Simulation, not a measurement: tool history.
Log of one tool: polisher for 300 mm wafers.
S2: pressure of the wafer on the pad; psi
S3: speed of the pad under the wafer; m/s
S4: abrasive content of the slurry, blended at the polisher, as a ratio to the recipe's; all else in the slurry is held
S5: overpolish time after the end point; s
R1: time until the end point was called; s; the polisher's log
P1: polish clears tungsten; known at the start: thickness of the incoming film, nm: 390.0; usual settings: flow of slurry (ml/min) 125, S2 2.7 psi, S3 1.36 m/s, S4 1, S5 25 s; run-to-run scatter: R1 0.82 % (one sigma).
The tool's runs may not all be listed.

Run 1, day 0.596: flow of slurry (ml/min) 125, S2 2.7 psi, S3 1.36 m/s, S4 1, S5 25 s. Result: R1 80.568 s.
Run 2, day 1.183: flow of slurry (ml/min) 160, S2 2.7 psi, S3 1.36 m/s, S4 1, S5 25 s. Result: R1 77.902 s.
Run 3, day 1.85: flow of slurry (ml/min) 75, S2 2.7 psi, S3 1.82 m/s, S4 1, S5 25 s. Result: R1 69.328 s.
Run 4, day 2.15: flow of slurry (ml/min) 125, S2 2.7 psi, S3 1.36 m/s, S4 1, S5 49 s. Result: R1 81.197 s.
Run 5, day 2.579: flow of slurry (ml/min) 125, S2 2.7 psi, S3 1.36 m/s, S4 1, S5 25 s. Result: R1 81.474 s.
Run 6, day 3.204: flow of slurry (ml/min) 125, S2 2.7 psi, S3 1.36 m/s, S4 1, S5 25 s. Result: R1 80.96 s.
Run 7, day 3.708: flow of slurry (ml/min) 125, S2 2.7 psi, S3 1.36 m/s, S4 1, S5 8 s. Result: R1 81.024 s.
Run 8, day 4.054: flow of slurry (ml/min) 125, S2 3.5 psi, S3 1.36 m/s, S4 1, S5 25 s. Result: R1 63.318 s.
Run 9, day 4.558: flow of slurry (ml/min) 125, S2 2.7 psi, S3 1.92 m/s, S4 1, S5 25 s. Result: R1 57.805 s.
Run 10, day 5.104: flow of slurry (ml/min) 75, S2 2.7 psi, S3 1.36 m/s, S4 1, S5 25 s. Result: R1 93.003 s.
Run 11, day 5.583: flow of slurry (ml/min) 125, S2 2.7 psi, S3 1.36 m/s, S4 1, S5 25 s. Result: R1 80.391 s.
Run 12, day 6.162: flow of slurry (ml/min) 125, S2 1.7 psi, S3 1.36 m/s, S4 1, S5 25 s. Result: R1 128.82 s.
Run 13, day 6.708: flow of slurry (ml/min) 125, S2 2.7 psi, S3 1.36 m/s, S4 1.5, S5 25 s. Result: R1 74.254 s.
Run 14, day 7.271: flow of slurry (ml/min) 95, S2 1.5 psi, S3 1.36 m/s, S4 1, S5 25 s. Result: R1 157.21 s.
Run 15, day 7.871: flow of slurry (ml/min) 125, S2 2.7 psi, S3 0.62 m/s, S4 1, S5 25 s. Result: R1 177.34 s.
Run 16, day 8.358: flow of slurry (ml/min) 125, S2 2.7 psi, S3 1.36 m/s, S4 0.5, S5 25 s. Result: R1 94.752 s.
Run 17, day 8.846: flow of slurry (ml/min) 125, S2 2.7 psi, S3 1.36 m/s, S4 1, S5 25 s. Result: R1 80.376 s.
Run 18, day 9.475: flow of slurry (ml/min) 125, S2 2.7 psi, S3 1.72 m/s, S4 1.35, S5 25 s. Result: R1 59.746 s.
Run 19, day 9.925: flow of slurry (ml/min) 125, S2 2.7 psi, S3 1.36 m/s, S4 1, S5 25 s. Result: R1 81.434 s.
Run 20, day 10.229: flow of slurry (ml/min) 125, S2 2.7 psi, S3 1.36 m/s, S4 1, S5 25 s. Result: R1 80.558 s.

Forecast run 21:
Run 21, day 10.775: flow of slurry (ml/min) 125, S2 2.7 psi, S3 1.36 m/s, S4 1, S5 25 s. Result: R1 ?.

R1: 85.282 s

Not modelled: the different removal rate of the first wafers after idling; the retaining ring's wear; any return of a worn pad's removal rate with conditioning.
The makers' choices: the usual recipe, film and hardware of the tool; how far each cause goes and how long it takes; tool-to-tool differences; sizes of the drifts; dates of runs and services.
